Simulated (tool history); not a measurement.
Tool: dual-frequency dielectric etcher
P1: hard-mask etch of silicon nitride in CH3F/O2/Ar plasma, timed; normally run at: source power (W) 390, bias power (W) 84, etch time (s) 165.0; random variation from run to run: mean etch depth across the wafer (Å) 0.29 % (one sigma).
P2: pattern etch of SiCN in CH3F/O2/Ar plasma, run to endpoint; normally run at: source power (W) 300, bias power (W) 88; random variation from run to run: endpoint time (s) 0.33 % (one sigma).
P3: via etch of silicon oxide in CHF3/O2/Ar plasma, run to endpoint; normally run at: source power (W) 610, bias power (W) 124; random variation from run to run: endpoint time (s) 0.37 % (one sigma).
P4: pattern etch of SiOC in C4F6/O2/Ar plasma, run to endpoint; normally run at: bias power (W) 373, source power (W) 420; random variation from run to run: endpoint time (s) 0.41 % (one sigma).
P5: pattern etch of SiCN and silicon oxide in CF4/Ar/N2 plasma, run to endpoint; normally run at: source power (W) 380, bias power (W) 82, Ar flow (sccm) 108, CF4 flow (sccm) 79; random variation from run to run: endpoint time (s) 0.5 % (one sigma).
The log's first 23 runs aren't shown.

run     day  process that ran  source power (W)  bias power (W)  etch time (s)  Ar flow (sccm)  CF4 flow (sccm)  hours since the last wet clean  hours since the last source power generator calibration  hours since the last bias power generator calibration  mean etch depth across the wafer (Å)  endpoint time (s)
 24  12.388                P3               610             124                                                                           616.7                                                    138.1                                                   16.6                                                  381.970
 25  12.692                P1               390              61          165.0                                                            624.0                                                    145.4                                                   23.9                               1099.10
 26  13.088                P5               380              82                            108               79                           633.5                                                    154.9                                                   33.4                                                   11.742
 27  13.529                P1               390              84          165.0                                                            644.1                                                    165.5                                                   44.0                               1227.10
 28  14.221                P1               390              84          165.0                                                            660.7                                                    182.1                                                   60.6                               1234.00
 29  14.642                P5               380              82                            108               50                           670.8                                                    192.2                                                   70.7                                                   12.485
 30  15.308                P3               610             124                                                                           686.8                                                    208.2                                                   86.7                                                  382.260
 31  16.004                P4               590             373                                                                           703.5                                                    224.9                                                  103.4                                                   11.103
 32  16.533                P5               380              82                             68               79                           716.2                                                    237.6                                                  116.1                                                   11.049
 33  17.004                P1               390              84          165.0                                                            727.5                                                    248.9                                                  127.4                               1231.40
 34  17.308                P1               390              84          165.0                                                            734.8                                                    256.2                                                  134.7                               1231.50
 35  17.825                P1               390              84          165.0                                                            747.2                                                    268.6                                                  147.1                               1241.70
 36  18.396                P1               390              84          165.0                                                            760.9                                                    282.3                                                  160.8                               1246.00

Run 37 comes next. What will it give?
     18.679  -- wet clean of the chamber
 37  18.767                P1               390              84          165.0                                                              2.1                                                    291.2                                                  169.7                                     ?

{"run 37": {"mean etch depth across the wafer (Å)": 1248.2}}

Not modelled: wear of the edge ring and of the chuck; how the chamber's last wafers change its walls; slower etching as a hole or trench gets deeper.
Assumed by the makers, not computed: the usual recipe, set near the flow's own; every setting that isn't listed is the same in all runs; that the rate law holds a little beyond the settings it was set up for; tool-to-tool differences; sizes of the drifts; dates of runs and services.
